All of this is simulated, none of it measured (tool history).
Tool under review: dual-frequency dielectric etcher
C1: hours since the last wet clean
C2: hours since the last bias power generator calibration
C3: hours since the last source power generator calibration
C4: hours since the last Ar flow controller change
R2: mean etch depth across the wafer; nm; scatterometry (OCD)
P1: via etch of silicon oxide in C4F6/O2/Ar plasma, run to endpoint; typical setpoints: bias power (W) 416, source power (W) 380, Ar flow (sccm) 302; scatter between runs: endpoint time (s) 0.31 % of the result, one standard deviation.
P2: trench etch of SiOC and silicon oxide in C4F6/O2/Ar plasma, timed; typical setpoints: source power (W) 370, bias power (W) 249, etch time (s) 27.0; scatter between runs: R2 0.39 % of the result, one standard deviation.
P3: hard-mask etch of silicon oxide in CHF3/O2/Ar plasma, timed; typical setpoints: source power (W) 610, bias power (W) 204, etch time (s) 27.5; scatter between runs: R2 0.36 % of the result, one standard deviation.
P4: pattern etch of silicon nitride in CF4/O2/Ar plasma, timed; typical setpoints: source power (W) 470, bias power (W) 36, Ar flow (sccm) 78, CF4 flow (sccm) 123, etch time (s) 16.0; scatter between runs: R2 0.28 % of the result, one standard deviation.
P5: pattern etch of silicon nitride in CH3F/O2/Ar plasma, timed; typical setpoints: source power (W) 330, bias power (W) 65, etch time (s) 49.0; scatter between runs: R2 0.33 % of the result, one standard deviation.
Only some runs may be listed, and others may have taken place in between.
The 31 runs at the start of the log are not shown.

{"run": 32, "day": 12.588, "process that ran": "P4", "bias power (W)": 36, "source power (W)": 470, "Ar flow (sccm)": 78, "CF4 flow (sccm)": 123, "etch time (s)": 16.0, "C1": 498.9, "C2": 2839.0, "C3": 1541.4, "C4": 1527.3, "R2": 27.809}
{"run": 33, "day": 12.958, "process that ran": "P1", "bias power (W)": 416, "source power (W)": 380, "Ar flow (sccm)": 302, "C1": 507.8, "C2": 2847.9, "C3": 1550.3, "C4": 1536.2, "endpoint time (s)": 45.096}
{"run": 34, "day": 13.317, "process that ran": "P1", "bias power (W)": 416, "source power (W)": 380, "Ar flow (sccm)": 302, "C1": 516.4, "C2": 2856.5, "C3": 1558.9, "C4": 1544.8, "endpoint time (s)": 44.705}
{"run": 35, "day": 13.783, "process that ran": "P1", "bias power (W)": 416, "source power (W)": 380, "Ar flow (sccm)": 302, "C1": 527.6, "C2": 2867.7, "C3": 1570.1, "C4": 1556.0, "endpoint time (s)": 44.423}
{"run": 36, "day": 14.138, "process that ran": "P1", "bias power (W)": 416, "source power (W)": 380, "Ar flow (sccm)": 302, "C1": 536.1, "C2": 2876.2, "C3": 1578.6, "C4": 1564.5, "endpoint time (s)": 44.524}
{"run": 37, "day": 14.467, "process that ran": "P1", "bias power (W)": 416, "source power (W)": 380, "Ar flow (sccm)": 302, "C1": 544.0, "C2": 2884.1, "C3": 1586.5, "C4": 1572.4, "endpoint time (s)": 44.78}
{"run": 38, "day": 14.9, "process that ran": "P1", "bias power (W)": 416, "source power (W)": 380, "Ar flow (sccm)": 302, "C1": 554.4, "C2": 2894.5, "C3": 1596.9, "C4": 1582.8, "endpoint time (s)": 44.736}
{"day": 14.983, "done": "wet clean of the chamber"}
{"day": 15.333, "done": "Ar flow controller replaced"}
{"run": 39, "day": 15.379, "process that ran": "P1", "bias power (W)": 416, "source power (W)": 380, "Ar flow (sccm)": 302, "C1": 9.5, "C2": 2906.0, "C3": 1608.4, "C4": 1.2, "endpoint time (s)": 44.568}
{"run": 40, "day": 15.683, "process that ran": "P1", "bias power (W)": 416, "source power (W)": 380, "Ar flow (sccm)": 302, "C1": 16.8, "C2": 2913.3, "C3": 1615.7, "C4": 8.5, "endpoint time (s)": 44.318}

What does the tool deliver on the next run?
{"run": 41, "day": 16.042, "process that ran": "P1", "bias power (W)": 416, "source power (W)": 380, "Ar flow (sccm)": 302, "C1": 25.4, "C2": 2921.9, "C3": 1624.3, "C4": 17.1, "endpoint time (s)": "?"}

Run 41 yielded endpoint time (s) 44.240.
